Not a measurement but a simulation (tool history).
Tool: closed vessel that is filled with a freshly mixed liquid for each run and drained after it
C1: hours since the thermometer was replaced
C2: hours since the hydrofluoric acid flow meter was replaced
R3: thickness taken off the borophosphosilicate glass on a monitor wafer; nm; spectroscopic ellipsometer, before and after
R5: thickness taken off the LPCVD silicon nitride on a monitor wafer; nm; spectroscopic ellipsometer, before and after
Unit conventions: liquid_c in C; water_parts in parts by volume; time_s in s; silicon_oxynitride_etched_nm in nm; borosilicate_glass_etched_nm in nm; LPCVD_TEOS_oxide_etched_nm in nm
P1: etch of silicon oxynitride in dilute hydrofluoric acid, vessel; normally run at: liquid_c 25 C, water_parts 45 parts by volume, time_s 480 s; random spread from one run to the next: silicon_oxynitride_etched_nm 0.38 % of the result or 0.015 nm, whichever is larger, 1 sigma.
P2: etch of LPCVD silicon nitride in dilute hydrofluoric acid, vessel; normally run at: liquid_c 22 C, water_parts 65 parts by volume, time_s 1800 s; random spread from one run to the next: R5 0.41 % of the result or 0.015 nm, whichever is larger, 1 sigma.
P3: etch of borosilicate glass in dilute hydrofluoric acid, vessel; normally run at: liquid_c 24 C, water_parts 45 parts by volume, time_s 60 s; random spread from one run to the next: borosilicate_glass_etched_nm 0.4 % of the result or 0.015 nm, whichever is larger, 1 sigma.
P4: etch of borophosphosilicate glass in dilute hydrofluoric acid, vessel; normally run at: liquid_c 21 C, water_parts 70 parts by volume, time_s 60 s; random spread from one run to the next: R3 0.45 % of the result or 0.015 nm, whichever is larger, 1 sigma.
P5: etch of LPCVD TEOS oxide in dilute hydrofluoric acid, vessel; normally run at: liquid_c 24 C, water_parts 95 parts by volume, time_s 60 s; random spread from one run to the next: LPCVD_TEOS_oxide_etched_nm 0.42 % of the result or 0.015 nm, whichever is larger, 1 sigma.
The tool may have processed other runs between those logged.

run 1 hour=9.3 | process=P1 liquid_c=25 water_parts=45 time_s=480 | C1=851.4 C2=296.9 | silicon_oxynitride_etched_nm=18.282
run 2 hour=26.1 | process=P3 liquid_c=24 water_parts=45 time_s=60 | C1=868.2 C2=313.7 | borosilicate_glass_etched_nm=41.792
run 3 hour=43 | process=P4 liquid_c=21 water_parts=70 time_s=60 | C1=885.1 C2=330.6 | R3=34.528
run 4 hour=57.2 | process=P3 liquid_c=17 water_parts=45 time_s=60 | C1=899.3 C2=344.8 | borosilicate_glass_etched_nm=31.147
run 5 hour=70.3 | process=P1 liquid_c=21 water_parts=45 time_s=480 | C1=912.4 C2=357.9 | silicon_oxynitride_etched_nm=15.028
run 6 hour=78.8 | process=P5 liquid_c=24 water_parts=95 time_s=60 | C1=920.9 C2=366.4 | LPCVD_TEOS_oxide_etched_nm=23.667
run 7 hour=93.4 | process=P1 liquid_c=25 water_parts=45 time_s=885 | C1=935.5 C2=381 | silicon_oxynitride_etched_nm=33.539
run 8 hour=111 | process=P2 liquid_c=22 water_parts=20 time_s=1800 | C1=953.1 C2=398.6 | R5=34.329
run 9 hour=119.6 | process=P4 liquid_c=21 water_parts=70 time_s=60 | C1=961.7 C2=407.2 | R3=35.171
run 10 hour=136.1 | process=P1 liquid_c=25 water_parts=65 time_s=730 | C1=978.2 C2=423.7 | silicon_oxynitride_etched_nm=18.901
run 11 hour=150.2 | process=P5 liquid_c=24 water_parts=95 time_s=105 | C1=992.3 C2=437.8 | LPCVD_TEOS_oxide_etched_nm=41.708
run 12 hour=161.3 | process=P1 liquid_c=25 water_parts=45 time_s=480 | C1=1003.4 C2=448.9 | silicon_oxynitride_etched_nm=18.393
run 13 hour=172.1 | process=P1 liquid_c=32 water_parts=45 time_s=480 | C1=1014.2 C2=459.7 | silicon_oxynitride_etched_nm=25.377
run 14 hour=190.5 | process=P5 liquid_c=24 water_parts=20 time_s=60 | C1=1032.6 C2=478.1 | LPCVD_TEOS_oxide_etched_nm=124.74
run 15 hour=201.8 | process=P4 liquid_c=21 water_parts=70 time_s=90 | C1=1043.9 C2=489.4 | R3=52.089
run 16 hour=214.7 | process=P1 liquid_c=25 water_parts=45 time_s=480 | C1=1056.8 C2=502.3 | silicon_oxynitride_etched_nm=18.168
run 17 hour=230.7 | process=P4 liquid_c=21 water_parts=20 time_s=60 | C1=1072.8 C2=518.3 | R3=129.34
run 18 hour=239.3 | process=P3 liquid_c=24 water_parts=45 time_s=30 | C1=1081.4 C2=526.9 | borosilicate_glass_etched_nm=21.104
run 19 hour=253.7 | process=P1 liquid_c=25 water_parts=45 time_s=480 | C1=1095.8 C2=541.3 | silicon_oxynitride_etched_nm=18.285
run 20 hour=265 | process=P2 liquid_c=22 water_parts=65 time_s=1800 | C1=1107.1 C2=552.6 | R5=11.001
run 21 hour=274.4 | process=P2 liquid_c=22 water_parts=65 time_s=2990 | C1=1116.5 C2=562 | R5=18.344
run 22 hour=290 | process=P1 liquid_c=25 water_parts=45 time_s=30 | C1=1132.1 C2=577.6 | silicon_oxynitride_etched_nm=1.131
run 23 hour=299.8 | process=P4 liquid_c=17 water_parts=70 time_s=60 | C1=1141.9 C2=587.4 | R3=29.39
run 24 hour=314 | process=P2 liquid_c=28.5 water_parts=65 time_s=1800 | C1=1156.1 C2=601.6 | R5=16.899
run 25 hour=323.5 | process=P1 liquid_c=25 water_parts=45 time_s=480 | C1=1165.6 C2=611.1 | silicon_oxynitride_etched_nm=18.342
run 26 hour=334.6 | process=P3 liquid_c=24 water_parts=25 time_s=60 | C1=1176.7 C2=622.2 | borosilicate_glass_etched_nm=77.763
run 27 hour=348.6 | process=P1 liquid_c=25 water_parts=20 time_s=480 | C1=1190.7 C2=636.2 | silicon_oxynitride_etched_nm=42.202
run 28 hour=364.9 | process=P1 liquid_c=25 water_parts=65 time_s=480 | C1=1207 C2=652.5 | silicon_oxynitride_etched_nm=12.436
run 29 hour=377.1 | process=P1 liquid_c=25 water_parts=45 time_s=480 | C1=1219.2 C2=664.7 | silicon_oxynitride_etched_nm=18.328
run 30 hour=393.4 | process=P5 liquid_c=17 water_parts=95 time_s=60 | C1=1235.5 C2=681 | LPCVD_TEOS_oxide_etched_nm=17.752
run 31 hour=409.5 | process=P3 liquid_c=24 water_parts=45 time_s=60 | C1=1251.6 C2=697.1 | borosilicate_glass_etched_nm=42.084
run 32 hour=423.3 | process=P2 liquid_c=22 water_parts=65 time_s=1800 | C1=1265.4 C2=710.9 | R5=10.974
run 33 hour=440.4 | process=P1 liquid_c=25 water_parts=45 time_s=480 | C1=1282.5 C2=728 | silicon_oxynitride_etched_nm=18.265
run 34 hour=452 | process=P1 liquid_c=25 water_parts=45 time_s=480 | C1=1294.1 C2=739.6 | silicon_oxynitride_etched_nm=18.786
run 35 hour=462.4 | process=P1 liquid_c=25 water_parts=45 time_s=480 | C1=1304.5 C2=750 | silicon_oxynitride_etched_nm=19.086
run 36 hour=473.9 | process=P1 liquid_c=25 water_parts=45 time_s=480 | C1=1316 C2=761.5 | silicon_oxynitride_etched_nm=19.508
run 37 hour=483.2 | process=P1 liquid_c=25 water_parts=45 time_s=480 | C1=1325.3 C2=770.8 | silicon_oxynitride_etched_nm=19.53
run 38 hour=492.9 | process=P1 liquid_c=25 water_parts=45 time_s=480 | C1=1335 C2=780.5 | silicon_oxynitride_etched_nm=19.734
run 39 hour=503.3 | process=P1 liquid_c=25 water_parts=45 time_s=480 | C1=1345.4 C2=790.9 | silicon_oxynitride_etched_nm=19.798
run 40 hour=519.1 | process=P1 liquid_c=25 water_parts=45 time_s=480 | C1=1361.2 C2=806.7 | silicon_oxynitride_etched_nm=19.87
run 41 hour=537.7 | process=P1 liquid_c=25 water_parts=45 time_s=480 | C1=1379.8 C2=825.3 | silicon_oxynitride_etched_nm=19.964
run 42 hour=550.8 | process=P1 liquid_c=25 water_parts=45 time_s=480 | C1=1392.9 C2=838.4 | silicon_oxynitride_etched_nm=19.968
run 43 hour=568.3 | process=P1 liquid_c=25 water_parts=45 time_s=480 | C1=1410.4 C2=855.9 | silicon_oxynitride_etched_nm=20.049

Compared with where it was, what P1 gives has crept away. Each cause listed below fits the log as well as the rest, at the size given for it:
A: liquid hotter than its thermometer reads (K) = 1.94
B: hydrofluoric acid flow above the setpoint (%) = 9.45
The onset of the drift is placed at about hour 440.4.

Question marks stand in for the results of the 4 check runs listed below, each run on one wafer. Under which run would the listed causes show clearly different results?
run check 1 hour=585.8 | process=P4 liquid_c=21 water_parts=20 time_s=60 | R3=?
run check 2 hour=585.8 | process=P5 liquid_c=19.5 water_parts=25 time_s=60 | LPCVD_TEOS_oxide_etched_nm=?
run check 3 hour=585.8 | process=P2 liquid_c=22 water_parts=20 time_s=1800 | R5=?
run check 4 hour=585.8 | process=P3 liquid_c=17.5 water_parts=25 time_s=60 | borosilicate_glass_etched_nm=?

How each check would come out, cause by cause:
check=check_1 result=R3 if_A=140.88 if_B=142.23
check=check_2 result=LPCVD_TEOS_oxide_etched_nm if_A=88.719 if_B=89.544
check=check_3 result=R5 if_A=39.391 if_B=37.54
check=check_4 result=borosilicate_glass_etched_nm if_A=63.956 if_B=64.462
Smallest distance between any two causes, each pair judged by its most separating result, in per cent: check 1 0.95 %; check 2 0.93 %; check 3 4.81 %; check 4 0.79 %
Check 3 distinguishes between the causes, while the remaining checks would return nearly the same result for all of them.

The results of check 3 are: R5 37.476 nm. Based on these, which of the listed causes is it?

Of the candidate causes, it is B: hydrofluoric acid flow above the setpoint (%).

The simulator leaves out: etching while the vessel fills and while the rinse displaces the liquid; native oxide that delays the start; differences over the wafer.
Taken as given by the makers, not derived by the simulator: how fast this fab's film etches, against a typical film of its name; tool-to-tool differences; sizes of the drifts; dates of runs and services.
